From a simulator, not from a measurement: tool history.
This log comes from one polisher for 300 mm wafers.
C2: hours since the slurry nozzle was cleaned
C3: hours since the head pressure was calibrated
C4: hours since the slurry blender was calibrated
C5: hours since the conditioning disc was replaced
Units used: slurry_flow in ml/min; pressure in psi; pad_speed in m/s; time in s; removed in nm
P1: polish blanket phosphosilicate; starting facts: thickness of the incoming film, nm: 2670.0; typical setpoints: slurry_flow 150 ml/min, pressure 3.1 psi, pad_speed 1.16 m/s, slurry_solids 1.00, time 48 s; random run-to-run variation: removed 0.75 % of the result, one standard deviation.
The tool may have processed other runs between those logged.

Run 1, hour 9.9: slurry_flow 150 ml/min, pressure 3.1 psi, pad_speed 1.16 m/s, slurry_solids 1.00, time 48 s; wafers polished on this pad 374; C2 107.8; C3 356.5; C4 191.2; C5 176.4. Result: removed 547.12 nm.
Run 2, hour 17.4: slurry_flow 150 ml/min, pressure 3.1 psi, pad_speed 1.16 m/s, slurry_solids 1.40, time 48 s; wafers polished on this pad 442; C2 115.3; C3 364.0; C4 198.7; C5 183.9. Result: removed 617.43 nm.
Run 3, hour 25.1: slurry_flow 150 ml/min, pressure 3.1 psi, pad_speed 1.60 m/s, slurry_solids 1.00, time 48 s; wafers polished on this pad 511; C2 123.0; C3 371.7; C4 206.4; C5 191.6. Result: removed 704.53 nm.
Run 4, hour 30.0: slurry_flow 150 ml/min, pressure 3.1 psi, pad_speed 1.16 m/s, slurry_solids 1.00, time 23 s; wafers polished on this pad 555; C2 127.9; C3 376.6; C4 211.3; C5 196.5. Result: removed 255.63 nm.
Run 5, hour 36.6: slurry_flow 150 ml/min, pressure 3.9 psi, pad_speed 1.16 m/s, slurry_solids 1.00, time 48 s; wafers polished on this pad 615; C2 134.5; C3 383.2; C4 217.9; C5 203.1. Result: removed 686.90 nm.
Run 6, hour 44.3: slurry_flow 150 ml/min, pressure 3.1 psi, pad_speed 1.16 m/s, slurry_solids 1.00, time 68 s; wafers polished on this pad 684; C2 142.2; C3 390.9; C4 225.6; C5 210.8. Result: removed 765.89 nm.
Run 7, hour 53.8: slurry_flow 150 ml/min, pressure 3.1 psi, pad_speed 0.56 m/s, slurry_solids 1.00, time 48 s; wafers polished on this pad 769; C2 151.7; C3 400.4; C4 235.1; C5 220.3. Result: removed 301.81 nm.
Run 8, hour 58.5: slurry_flow 150 ml/min, pressure 2.1 psi, pad_speed 1.16 m/s, slurry_solids 1.00, time 48 s; wafers polished on this pad 812; C2 156.4; C3 405.1; C4 239.8; C5 225.0. Result: removed 364.69 nm.
Run 9, hour 68.0: slurry_flow 150 ml/min, pressure 3.1 psi, pad_speed 1.16 m/s, slurry_solids 1.00, time 48 s; wafers polished on this pad 897; C2 165.9; C3 414.6; C4 249.3; C5 234.5. Result: removed 547.74 nm.
Run 10, hour 72.7: slurry_flow 90 ml/min, pressure 3.1 psi, pad_speed 1.16 m/s, slurry_solids 1.00, time 48 s; wafers polished on this pad 940; C2 170.6; C3 419.3; C4 254.0; C5 239.2. Result: removed 480.09 nm.
Run 11, hour 78.4: slurry_flow 195 ml/min, pressure 3.1 psi, pad_speed 1.16 m/s, slurry_solids 1.00, time 48 s; wafers polished on this pad 991; C2 176.3; C3 425.0; C4 259.7; C5 244.9. Result: removed 563.73 nm.
Run 12, hour 85.3: slurry_flow 150 ml/min, pressure 3.1 psi, pad_speed 1.16 m/s, slurry_solids 0.55, time 48 s; wafers polished on this pad 1053; C2 183.2; C3 431.9; C4 266.6; C5 251.8. Result: removed 397.51 nm.
At hour 88.8: head pressure recalibrated.
Run 13, hour 93.3: slurry_flow 90 ml/min, pressure 1.7 psi, pad_speed 1.16 m/s, slurry_solids 1.00, time 48 s; wafers polished on this pad 1125; C2 191.2; C3 4.5; C4 274.6; C5 259.8. Result: removed 268.47 nm.
Run 14, hour 101.4: slurry_flow 150 ml/min, pressure 3.1 psi, pad_speed 1.16 m/s, slurry_solids 1.00, time 48 s; wafers polished on this pad 1198; C2 199.3; C3 12.6; C4 282.7; C5 267.9. Result: removed 544.71 nm.
Run 15, hour 106.5: slurry_flow 95 ml/min, pressure 3.1 psi, pad_speed 1.16 m/s, slurry_solids 1.35, time 48 s; wafers polished on this pad 1244; C2 204.4; C3 17.7; C4 287.8; C5 273.0. Result: removed 552.91 nm.
At hour 109.8: slurry nozzle cleaned.
Run 16, hour 110.9: slurry_flow 150 ml/min, pressure 3.1 psi, pad_speed 1.16 m/s, slurry_solids 1.00, time 48 s; wafers polished on this pad 1284; C2 1.2; C3 22.1; C4 292.2; C5 277.4. Result: removed 538.89 nm.
Run 17, hour 117.4: slurry_flow 150 ml/min, pressure 3.1 psi, pad_speed 1.16 m/s, slurry_solids 1.00, time 48 s; wafers polished on this pad 1342; C2 7.7; C3 28.6; C4 298.7; C5 283.9. Result: removed 543.57 nm.
Run 18, hour 127.2: slurry_flow 150 ml/min, pressure 3.1 psi, pad_speed 1.16 m/s, slurry_solids 1.00, time 48 s; wafers polished on this pad 1431; C2 17.5; C3 38.4; C4 308.5; C5 293.7. Result: removed 542.64 nm.
Run 19, hour 134.2: slurry_flow 220 ml/min, pressure 3.1 psi, pad_speed 0.54 m/s, slurry_solids 1.00, time 48 s; wafers polished on this pad 1494; C2 24.5; C3 45.4; C4 315.5; C5 300.7. Result: removed 315.57 nm.
Run 20, hour 140.5: slurry_flow 150 ml/min, pressure 3.1 psi, pad_speed 1.16 m/s, slurry_solids 1.00, time 48 s; wafers polished on this pad 1551; C2 30.8; C3 51.7; C4 321.8; C5 307.0. Result: removed 543.26 nm.
Run 21, hour 149.2: slurry_flow 150 ml/min, pressure 3.1 psi, pad_speed 1.16 m/s, slurry_solids 1.00, time 48 s; wafers polished on this pad 1629; C2 39.5; C3 60.4; C4 330.5; C5 315.7. Result: removed 511.97 nm.
Run 22, hour 157.0: slurry_flow 150 ml/min, pressure 3.1 psi, pad_speed 1.16 m/s, slurry_solids 1.00, time 48 s; wafers polished on this pad 1699; C2 47.3; C3 68.2; C4 338.3; C5 323.5. Result: removed 506.40 nm.
At hour 160.6: conditioning disc replaced and pad reconditioned.
At hour 162.8: worn pad replaced by a new one.
At hour 165.0: slurry nozzle cleaned.
Run 23, hour 167.0: slurry_flow 150 ml/min, pressure 3.1 psi, pad_speed 1.16 m/s, slurry_solids 1.00, time 48 s; wafers polished on this pad 37; C2 2.0; C3 78.2; C4 348.3; C5 6.4. Result: removed 488.38 nm.
Run 24, hour 172.7: slurry_flow 150 ml/min, pressure 3.1 psi, pad_speed 1.16 m/s, slurry_solids 1.00, time 48 s; wafers polished on this pad 89; C2 7.7; C3 83.9; C4 354.0; C5 12.1. Result: removed 489.57 nm.
Run 25, hour 182.8: slurry_flow 150 ml/min, pressure 3.1 psi, pad_speed 1.16 m/s, slurry_solids 1.00, time 48 s; wafers polished on this pad 180; C2 17.8; C3 94.0; C4 364.1; C5 22.2. Result: removed 485.56 nm.
Run 26, hour 191.5: slurry_flow 150 ml/min, pressure 3.1 psi, pad_speed 1.16 m/s, slurry_solids 1.00, time 48 s; wafers polished on this pad 258; C2 26.5; C3 102.7; C4 372.8; C5 30.9. Result: removed 481.73 nm.

What P1 gives has crept off from where it sat before. The 2 causes that follow fit the log equally well, each at the size noted:
A: abrasive missing from the slurry, % = 21.8
B: head's pressure below its setpoint, % = 11.3
Onset of the creep was near hour 140.5.
The rest of the possible causes, and what rules out each one:
removal rate lost through wear of the pad, %: serviced at hour 162.8, after the change had begun; the process did not return to its earlier output
slurry flow missing at the pad, %: serviced at hour 165.0, after the change had begun; the process did not return to its earlier output
time polished since the conditioner stopped cutting, s: serviced at hour 160.6, after the change had begun; the process did not return to its earlier output

Consider the 4 check runs below, whose results appear as question marks and each of which averages 5 wafers. Which one distinguishes the causes, in that each cause would give it a clearly different result?
Run check 1, hour 200.2: slurry_flow 100 ml/min, pressure 3.1 psi, pad_speed 1.58 m/s, slurry_solids 1.00, time 48 s. Result: removed ?.
Run check 2, hour 200.2: slurry_flow 90 ml/min, pressure 3.1 psi, pad_speed 1.16 m/s, slurry_solids 1.00, time 48 s. Result: removed ?.
Run check 3, hour 200.2: slurry_flow 150 ml/min, pressure 3.1 psi, pad_speed 1.16 m/s, slurry_solids 0.65, time 48 s. Result: removed ?.
Run check 4, hour 200.2: slurry_flow 115 ml/min, pressure 3.1 psi, pad_speed 1.16 m/s, slurry_solids 1.00, time 48 s. Result: removed ?.

Check results expected under each cause:
  check   result    if A    if B
check 1  removed  566.54  566.20
check 2  removed  430.43  430.17
check 3  removed  376.94  386.71
check 4  removed  457.22  456.94
Per-check spread between the two closest causes, in the result where they differ most: check 1 0.06 %; check 2 0.06 %; check 3 2.56 %; check 4 0.06 %
Only in check 3 would the causes give clearly different results; in the remaining checks their results would be nearly the same.

Then check 3 was run and gave: removed 377.54 nm. Which cause is it?

The cause is A: abrasive missing from the slurry, %.
